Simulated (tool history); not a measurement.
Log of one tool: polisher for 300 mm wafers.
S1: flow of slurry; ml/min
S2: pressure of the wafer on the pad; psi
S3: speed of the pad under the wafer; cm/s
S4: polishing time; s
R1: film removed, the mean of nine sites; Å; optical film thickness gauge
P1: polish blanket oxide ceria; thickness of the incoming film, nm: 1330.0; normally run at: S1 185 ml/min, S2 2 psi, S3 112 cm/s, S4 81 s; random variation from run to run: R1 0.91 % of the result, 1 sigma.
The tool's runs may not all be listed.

run   hour   S1   S2   S3   S4      R1
  1    8.8  185    2  112   81  2801.8
  2   24.7  185  2.9  138   81  5014.5
  3   33.1  110    2  112   81  2574.7
  4   40.9  245    2  112   81    2852
  5     58  185    2  148   60  2762.9
  6   70.9  185    2  176   81  4359.1
  7   87.2  185    2  112   38  1314.3
  8    104  185    2  112   81  2763.2
  9    121  185    3  112   81  4242.7
 10  131.7  185  1.1  112   81  1538.3
 11    145  185    2  112   81  2843.3
 12  153.5  185    2  112   81  2800.4
 13  168.4  185    2  112   81  2806.9
 14  178.1  185    2  112  115  4008.6
 15  187.9  185    2   50   81  1250.9
 16    198  185    2  112   81  2839.6
 17  213.3  185    2  112   81  2721.6
 18  223.3  185    2  112   81  2683.9
 19    233  185    2  112   81  2634.9
 20  244.1  185    2  112   81  2664.6
 21  259.6  185    2  112   81  2571.5
 22  273.6  185    2  112   81    2606
 23  283.7  185    2  112   81  2551.8
 24  292.2  185    2  112   81  2619.8
     294.4  -- head pressure recalibrated
 25  304.2  185    2  112   81  2588.8
 26  317.6  185    2  112   81  2575.9
 27  332.2  185    2  112   81  2519.6

What P1 gives has crept away from where it was. These 2 causes fit the log equally well, each at the size given:
A: slurry flow missing at the pad, % = 39.5
B: removal rate lost through wear of the pad, % = 8.66
The creep began at about hour 198.
Why every other cause is out:
head's pressure below its setpoint, %: serviced at hour 294.4, which brought nothing back

4 check runs are offered, each on 3 wafers whose results are averaged, their results left as question marks. Which one tells the causes apart?
check 1  346.8  185    2  150   81   ?
check 2  346.8  185    2  112  104   ?
check 3  346.8  185    2   66   52   ?
check 4  346.8  120  2.5  112   81   ?

What each check would give under each cause:
  check  result    if A    if B
check 1      R1  3426.7  3426.8
check 2      R1  3285.1  3285.2
check 3      R1  967.92  967.97
check 4      R1  2841.4  2965.9
How far apart the two closest causes lie, in the result that separates them most: check 1 0.01 %; check 2 0.01 %; check 3 0.01 %; check 4 4.29 %
Check 4 tells the causes apart: in the others they would give nearly the same result.

Then check 4 was run and gave: R1 2834.9 Å. Which cause is it?

It is A: slurry flow missing at the pad, %.

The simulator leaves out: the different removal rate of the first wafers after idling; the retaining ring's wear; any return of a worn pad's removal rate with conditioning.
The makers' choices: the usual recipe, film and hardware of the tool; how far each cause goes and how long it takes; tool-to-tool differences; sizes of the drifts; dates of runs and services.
